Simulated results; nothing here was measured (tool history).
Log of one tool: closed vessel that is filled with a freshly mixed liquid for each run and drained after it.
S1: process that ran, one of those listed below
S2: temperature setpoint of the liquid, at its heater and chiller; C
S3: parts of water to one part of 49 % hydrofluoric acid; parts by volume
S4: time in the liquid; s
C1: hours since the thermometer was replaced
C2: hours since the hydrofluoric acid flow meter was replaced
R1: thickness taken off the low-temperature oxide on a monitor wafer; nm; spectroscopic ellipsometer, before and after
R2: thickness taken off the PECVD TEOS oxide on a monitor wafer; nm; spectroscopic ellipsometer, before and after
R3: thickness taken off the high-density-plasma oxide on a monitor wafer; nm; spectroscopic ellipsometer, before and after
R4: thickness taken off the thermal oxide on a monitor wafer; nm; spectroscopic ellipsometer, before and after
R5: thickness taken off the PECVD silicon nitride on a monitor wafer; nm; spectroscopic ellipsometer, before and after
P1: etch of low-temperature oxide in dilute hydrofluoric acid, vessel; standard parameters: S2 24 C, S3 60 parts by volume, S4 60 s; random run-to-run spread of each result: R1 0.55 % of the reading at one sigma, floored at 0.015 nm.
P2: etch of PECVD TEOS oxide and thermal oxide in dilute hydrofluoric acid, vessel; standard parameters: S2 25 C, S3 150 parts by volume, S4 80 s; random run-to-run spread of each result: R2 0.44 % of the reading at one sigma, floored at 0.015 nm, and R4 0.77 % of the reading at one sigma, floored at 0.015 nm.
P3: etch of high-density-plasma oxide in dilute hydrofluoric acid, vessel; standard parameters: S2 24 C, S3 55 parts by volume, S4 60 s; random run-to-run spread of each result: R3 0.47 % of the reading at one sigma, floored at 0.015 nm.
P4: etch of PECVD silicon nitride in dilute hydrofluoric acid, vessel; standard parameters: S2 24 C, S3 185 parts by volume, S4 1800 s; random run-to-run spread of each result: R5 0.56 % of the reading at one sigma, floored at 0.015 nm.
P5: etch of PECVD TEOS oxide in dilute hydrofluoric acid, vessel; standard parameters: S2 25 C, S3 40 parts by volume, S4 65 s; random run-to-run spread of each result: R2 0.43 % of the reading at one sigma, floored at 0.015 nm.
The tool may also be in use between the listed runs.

run	hour	S1	S2	S3	S4	C1	C2	R1	R2	R3	R4	R5
1	7.9	P1	24	60	60	471.3	311	25.806				
2	15.5	P5	25	40	110	478.9	318.6		48.294			
3	20.5	P5	18.5	40	65	483.9	323.6		21.644			
4	25.7	P1	24	60	60	489.1	328.8	25.692				
5	30.8	P3	24	55	30	494.2	333.9			3.2382		
6	37.5	P2	25	150	80	500.9	340.6		12.174		2.5611	
7	44.9	P4	24	185	280	508.3	348					2.6185
8	48.7	P1	24	60	35	512.1	351.8	15.127				
9	54.4	P1	20	60	60	517.8	357.5	21.788				
10	58.8	P4	24	285	1800	522.2	361.9					10.875
11	66.9	P1	24	40	90	530.3	370	59.45				
12	71.5	P5	25	40	65	534.9	374.6		28.458			
13	78.1	P5	25	20	65	541.5	381.2		58.637			
14	84.2	P4	31.5	185	1800	547.6	387.3					26.62
15	91.8	P3	31	55	60	555.2	394.9			8.6454		
16	96.6	P1	24	60	60	560	399.7	25.862				
17	104.4	P1	24	60	60	567.8	407.5	26.1				
18	108.1	P1	24	60	100	571.5	411.2	42.933				
19	112.8	P1	30	60	60	576.2	415.9	32.906				
20	117.8	P2	25	65	80	581.2	420.9		31.082		6.6327	
21	121.8	P4	24	185	1800	585.2	424.9					16.642
22	126.8	P1	24	20	60	590.2	429.9	82.81				
23	131	P2	32.5	150	80	594.4	434.1		15.972		3.3657	
24	138.7	P1	24	95	60	602.1	441.8	15.555				
25	144.4	P2	25	150	30	607.8	447.5		4.5391		0.95379	
26	151.3	P3	24	20	60	614.7	454.4			18.67		
27	156.6	P2	25	150	80	620	459.7		12.207		2.5699	
28	164.6	P1	24	60	60	628	467.7	25.858				
29	169.9	P4	24	185	1800	633.3	473					16.69
30	177.6	P3	24	55	60	641	480.7			6.4954		
31	181.2	P1	19.5	105	60	644.6	484.3	11.614				
32	187.7	P1	24	60	60	651.1	490.8	25.787				
33	194.8	P1	24	60	60	658.2	497.9	25.108				
34	202.8	P1	24	60	60	666.2	505.9	24.239				
35	208.7	P1	24	60	60	672.1	511.8	24.013				
36	215.6	P1	24	60	60	679	518.7	23.818				
37	220.2	P1	24	60	60	683.6	523.3	23.674				
38	227.1	P1	24	60	60	690.5	530.2	23.668				
39	233.5	P1	24	60	60	696.9	536.6	23.501				
40	238.4	P1	24	60	60	701.8	541.5	23.465				
41	246.3	P1	24	60	60	709.7	549.4	23.354				

What P1 gives has crept away from where it was. These 2 causes fit the log equally well, each at the size given:
A: liquid colder than its thermometer reads (K) = 2.39
B: hydrofluoric acid flow below the setpoint (%) = 8.7
The process output started creeping at around hour 187.7.

Which of the 4 check runs listed below separates the causes, so that each cause would produce a clearly different result? Each run uses one wafer, and its results are marked with question marks.
check 1	254.2	P5	25	20	110				?			
check 2	254.2	P4	31	185	540							?
check 3	254.2	P2	28	70	80				?		?	
check 4	254.2	P3	24	20	35					?		

What each check would give under each cause:
check	result	if A	if B
check 1	R2	89.721	90.367
check 2	R5	6.6559	7.0033
check 3	R2	29.424	29.253
check 3	R4	6.2536	6.2172
check 4	R3	9.8792	9.9583
Minimum pairwise separation of causes per check, each pair taken at its best-separating result: check 1 0.72 %; check 2 5.09 %; check 3 0.58 %; check 4 0.8 %
Check 2 is the one run that separates the causes; every other check would come out nearly the same whichever cause is at work.

Here is what check 2 returned: R5 6.7125 nm. Which cause is it?

A is the cause: liquid colder than its thermometer reads (K).
